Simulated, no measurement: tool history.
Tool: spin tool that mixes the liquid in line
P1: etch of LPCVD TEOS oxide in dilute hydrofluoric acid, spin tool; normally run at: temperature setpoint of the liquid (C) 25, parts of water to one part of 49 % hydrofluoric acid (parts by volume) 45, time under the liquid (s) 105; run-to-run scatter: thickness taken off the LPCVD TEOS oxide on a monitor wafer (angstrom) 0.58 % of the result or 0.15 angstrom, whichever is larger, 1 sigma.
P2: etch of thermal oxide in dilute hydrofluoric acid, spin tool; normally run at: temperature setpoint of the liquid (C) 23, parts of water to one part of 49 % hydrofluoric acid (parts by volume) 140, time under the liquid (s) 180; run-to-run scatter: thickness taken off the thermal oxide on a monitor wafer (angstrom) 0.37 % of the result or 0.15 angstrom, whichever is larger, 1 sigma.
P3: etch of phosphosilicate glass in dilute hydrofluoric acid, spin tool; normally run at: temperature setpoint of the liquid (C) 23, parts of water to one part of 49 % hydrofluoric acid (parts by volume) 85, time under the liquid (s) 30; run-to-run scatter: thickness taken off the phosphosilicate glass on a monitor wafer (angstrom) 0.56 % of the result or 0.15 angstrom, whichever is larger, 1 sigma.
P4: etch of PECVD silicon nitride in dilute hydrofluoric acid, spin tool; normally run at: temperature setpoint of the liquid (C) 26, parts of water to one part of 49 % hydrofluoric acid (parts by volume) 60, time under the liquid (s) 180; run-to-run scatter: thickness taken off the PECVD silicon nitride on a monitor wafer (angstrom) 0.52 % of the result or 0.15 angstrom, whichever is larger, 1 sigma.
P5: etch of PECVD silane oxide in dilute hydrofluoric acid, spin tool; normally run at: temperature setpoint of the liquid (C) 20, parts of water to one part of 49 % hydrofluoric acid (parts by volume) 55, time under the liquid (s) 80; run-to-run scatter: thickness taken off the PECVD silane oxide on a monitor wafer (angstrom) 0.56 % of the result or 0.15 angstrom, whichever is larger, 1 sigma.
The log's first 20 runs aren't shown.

run,hour,process that ran,temperature setpoint of the liquid (C),parts of water to one part of 49 % hydrofluoric acid (parts by volume),time under the liquid (s),hours since the thermometer was replaced,hours since the hydrofluoric acid flow meter was replaced,thickness taken off the LPCVD TEOS oxide on a monitor wafer (angstrom),thickness taken off the thermal oxide on a monitor wafer (angstrom),thickness taken off the PECVD silane oxide on a monitor wafer (angstrom),thickness taken off the phosphosilicate glass on a monitor wafer (angstrom),thickness taken off the PECVD silicon nitride on a monitor wafer (angstrom)
21,177.1,P1,25,45,105,384.8,2006.1,446.3,,,,
22,186.6,P1,25,75,105,394.3,2015.6,256.79,,,,
23,197.5,P1,25,45,105,405.2,2026.5,450.72,,,,
24,203.7,P4,26,100,180,411.4,2032.7,,,,,88.375
25,214,P1,21,45,105,421.7,2043,379.79,,,,
26,222.5,P4,26,60,180,430.2,2051.5,,,,,146.82
27,229.2,P1,25,45,105,436.9,2058.2,452.13,,,,
28,238.1,P3,17,85,30,445.8,2067.1,,,,254.03,
29,249,P3,23,20,30,456.7,2078,,,,1515.5,
30,254.4,P4,32.5,60,180,462.1,2083.4,,,,,222.54
31,262.2,P1,25,45,200,469.9,2091.2,851.63,,,,
32,271,P4,26,60,290,478.7,2100,,,,,236.78
33,281,P1,25,45,105,488.7,2110,447.09,,,,
34,287.2,P1,25,45,105,494.9,2116.2,457.94,,,,
35,297.5,P1,25,45,105,505.2,2126.5,471.58,,,,
36,306.5,P1,25,45,105,514.2,2135.5,470.94,,,,
37,312,P1,25,45,105,519.7,2141,477.32,,,,
38,321.3,P1,25,45,105,529,2150.3,474.09,,,,
39,328.2,P1,25,45,105,535.9,2157.2,479.64,,,,

Run 40 comes next. What will it give?
40,333.9,P1,25,45,105,541.6,2162.9,?,,,,

{"run 40": {"thickness taken off the LPCVD TEOS oxide on a monitor wafer (angstrom)": 478.66}}

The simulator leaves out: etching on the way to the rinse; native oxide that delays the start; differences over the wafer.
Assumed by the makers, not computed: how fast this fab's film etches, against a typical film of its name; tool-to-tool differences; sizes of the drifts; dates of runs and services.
